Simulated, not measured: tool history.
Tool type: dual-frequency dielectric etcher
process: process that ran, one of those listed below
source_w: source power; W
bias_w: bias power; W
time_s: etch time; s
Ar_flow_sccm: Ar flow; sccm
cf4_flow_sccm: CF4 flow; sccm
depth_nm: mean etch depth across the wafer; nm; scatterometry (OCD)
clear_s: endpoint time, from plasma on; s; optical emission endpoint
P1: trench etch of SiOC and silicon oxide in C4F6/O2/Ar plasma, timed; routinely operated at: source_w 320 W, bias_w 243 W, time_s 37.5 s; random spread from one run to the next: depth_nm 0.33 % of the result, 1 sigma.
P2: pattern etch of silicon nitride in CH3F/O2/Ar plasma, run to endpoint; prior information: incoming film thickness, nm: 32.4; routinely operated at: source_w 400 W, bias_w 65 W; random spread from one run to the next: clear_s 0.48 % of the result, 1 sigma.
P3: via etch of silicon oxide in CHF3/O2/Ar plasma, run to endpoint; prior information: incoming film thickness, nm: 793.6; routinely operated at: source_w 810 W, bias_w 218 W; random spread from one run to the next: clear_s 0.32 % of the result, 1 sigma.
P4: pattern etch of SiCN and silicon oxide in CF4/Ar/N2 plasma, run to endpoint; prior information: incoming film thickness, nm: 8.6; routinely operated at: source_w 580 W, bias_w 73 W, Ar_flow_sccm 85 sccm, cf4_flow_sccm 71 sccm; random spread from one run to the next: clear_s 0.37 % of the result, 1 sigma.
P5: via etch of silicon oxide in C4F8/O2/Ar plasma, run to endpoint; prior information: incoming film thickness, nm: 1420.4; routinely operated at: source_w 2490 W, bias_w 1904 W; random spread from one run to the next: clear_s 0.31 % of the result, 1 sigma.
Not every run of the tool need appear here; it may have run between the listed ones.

run,hour,process,source_w,bias_w,time_s,Ar_flow_sccm,cf4_flow_sccm,hours since the last wet clean,hours since the last source power generator calibration,hours since the last bias power generator calibration,depth_nm,clear_s
1,13.1,P1,320,243,37.5,,,174.9,2972.9,1082.3,75.292,
2,23.3,P2,530,65,,,,185.1,2983.1,1092.5,,43.29
3,38.4,P1,320,243,37.5,,,200.2,2998.2,1107.6,75.634,
4,45.5,P1,210,243,28,,,207.3,3005.3,1114.7,48.022,
5,52.6,P3,810,218,,,,214.4,3012.4,1121.8,,339.61
6,63.3,P1,320,243,37.5,,,225.1,3023.1,1132.5,75.138,
7,72.6,P1,320,243,20.5,,,234.4,3032.4,1141.8,41.504,
8,80,P1,210,243,37.5,,,241.8,3039.8,1149.2,64.251,
9,92.2,P5,2490,1904,,,,254,3052,1161.4,,250.52
10,101,P2,400,49,,,,262.8,3060.8,1170.2,,52.823
11,107.6,P5,3420,1904,,,,269.4,3067.4,1176.8,,219.23
12,119,P5,2490,1904,,,,280.8,3078.8,1188.2,,248.56
13,133.1,P1,440,243,37.5,,,294.9,3092.9,1202.3,85.259,
14,147,P1,320,243,51.5,,,308.8,3106.8,1216.2,103.47,
15,154.7,P1,320,243,37.5,,,316.5,3114.5,1223.9,75.309,
16,167.7,P4,580,47,,85,71,329.5,3127.5,1236.9,,8.6669
17,183.1,P1,320,243,37.5,,,344.9,3142.9,1252.3,75.892,
18,191.8,P2,400,65,,,,353.6,3151.6,1261,,48.143
19,199.1,P3,520,218,,,,360.9,3158.9,1268.3,,402.88
20,208.5,P1,320,306,37.5,,,370.3,3168.3,1277.7,81.82,
21,218.9,P1,320,163,37.5,,,380.7,3178.7,1288.1,66.023,
22,231.3,P4,580,73,,117,71,393.1,3191.1,1300.5,,7.9768
23,240.9,P4,580,73,,85,47,402.7,3200.7,1310.1,,8.0709
24,252.9,P4,580,73,,85,71,414.7,3212.7,1322.1,,7.5452
25,264,P4,740,73,,85,71,425.8,3223.8,1333.2,,6.0939
26,275.2,P1,220,243,20.5,,,437,3235,1344.4,35.731,
27,284.1,P3,810,136,,,,445.9,3243.9,1353.3,,395.95
28,297.3,P5,2490,1107,,,,459.1,3257.1,1366.5,,288.45
29,306.2,P1,320,243,37.5,,,468,3266,1375.4,75.487,
30,313.4,P1,320,243,37.5,,,475.2,3273.2,1382.6,75.923,
31,323.4,P1,320,243,37.5,,,485.2,3283.2,1392.6,76.349,
32,335.2,P1,320,243,37.5,,,497,3295,1404.4,76.227,
33,344.8,P1,320,243,37.5,,,506.6,3304.6,1414,76.841,
# hour 350: wet clean of the chamber
34,357.1,P1,320,243,37.5,,,7.1,3316.9,1426.3,76.932,
35,372,P1,320,243,37.5,,,22,3331.8,1441.2,76.86,
36,379.2,P1,320,243,37.5,,,29.2,3339,1448.4,76.699,

The log shows P1 creeping away from where it was. Any of the 2 causes listed here, at the size stated for it, fits the log just as well as the others:
A: source power that arrives over what is set, % = 4.47
B: bias power that arrives over what is set, % = 4.98
The drift started at roughly hour 306.2.
Each remaining cause and why it is not a fit:
chamber walls in a state that raises the etch rate, %: serviced at hour 350, after the drift had started, without restoring the earlier output

The 4 check runs listed below each average the results of 2 wafers, and their outcomes are marked with question marks. Under which run would the listed causes produce clearly different results?
check 1,386.4,P4,580,73,,85,71,,,,,?
check 2,386.4,P3,810,218,,,,,,,,?
check 3,386.4,P2,400,65,,,,,,,,?
check 4,386.4,P5,2490,1904,,,,,,,,?

Outcome of each check run for each possible cause:
check,result,if A,if B
check 1,clear_s,7.3021,7.4721
check 2,clear_s,335.08,335.07
check 3,clear_s,47.634,47.651
check 4,clear_s,246.19,247.19
Smallest distance between any two causes, each pair judged by its most separating result, in per cent: check 1 2.3 %; check 2 0 %; check 3 0.04 %; check 4 0.4 %
Check 1 tells the causes apart: in the others they would give nearly the same result.

Here is what check 1 returned: clear_s 7.5017 s. Which cause is it?

The correct cause is B, namely: bias power that arrives over what is set, %.
